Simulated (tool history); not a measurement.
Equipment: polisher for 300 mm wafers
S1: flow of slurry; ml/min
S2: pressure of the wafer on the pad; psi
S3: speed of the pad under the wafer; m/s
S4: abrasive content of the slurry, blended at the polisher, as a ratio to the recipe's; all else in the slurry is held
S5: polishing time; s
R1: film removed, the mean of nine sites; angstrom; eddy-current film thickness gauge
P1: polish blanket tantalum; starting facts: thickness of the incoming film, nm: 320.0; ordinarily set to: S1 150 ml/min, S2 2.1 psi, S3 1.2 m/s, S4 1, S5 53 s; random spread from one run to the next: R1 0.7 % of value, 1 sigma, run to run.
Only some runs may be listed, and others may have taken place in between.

run,hour,S1,S2,S3,S4,S5,R1
1,11,150,2.1,1.2,1,53,1038.4
2,24.7,220,2.6,1.2,1,53,1362.3
3,38.7,150,1.4,1.2,1,69,890.68
4,52,150,2.1,1.2,1,33,643.44
5,60.4,90,2.1,1.2,1,53,924.26
6,74,150,2.1,1.64,1,53,1409.4
7,82.2,150,2.1,1.2,0.7,53,918.32
8,96.1,150,2.1,1.2,1,69,1353.1
# hour 101.7: slurry blender recalibrated
9,105.3,150,2.1,1.2,1,53,1034.1
10,117.7,150,2.1,1.2,1,53,1044.5
11,126.3,150,2.1,1.2,1,53,1041.2
12,137.3,150,2.8,1.2,1,53,1375.9
13,148.3,150,1.5,1.2,1,53,744.98
14,156.8,150,2.1,1.2,1.4,53,1124.3
15,165.8,205,2.1,1.2,1,53,1096.2
16,180.2,150,2.1,0.62,1,53,539.93
17,189.4,150,2.1,1.2,1,53,1032.5

Run 18 is up next; what results do you expect?
18,205.1,150,2.1,1.2,1,53,?

Run 18 yielded R1 1012.1 angstrom.

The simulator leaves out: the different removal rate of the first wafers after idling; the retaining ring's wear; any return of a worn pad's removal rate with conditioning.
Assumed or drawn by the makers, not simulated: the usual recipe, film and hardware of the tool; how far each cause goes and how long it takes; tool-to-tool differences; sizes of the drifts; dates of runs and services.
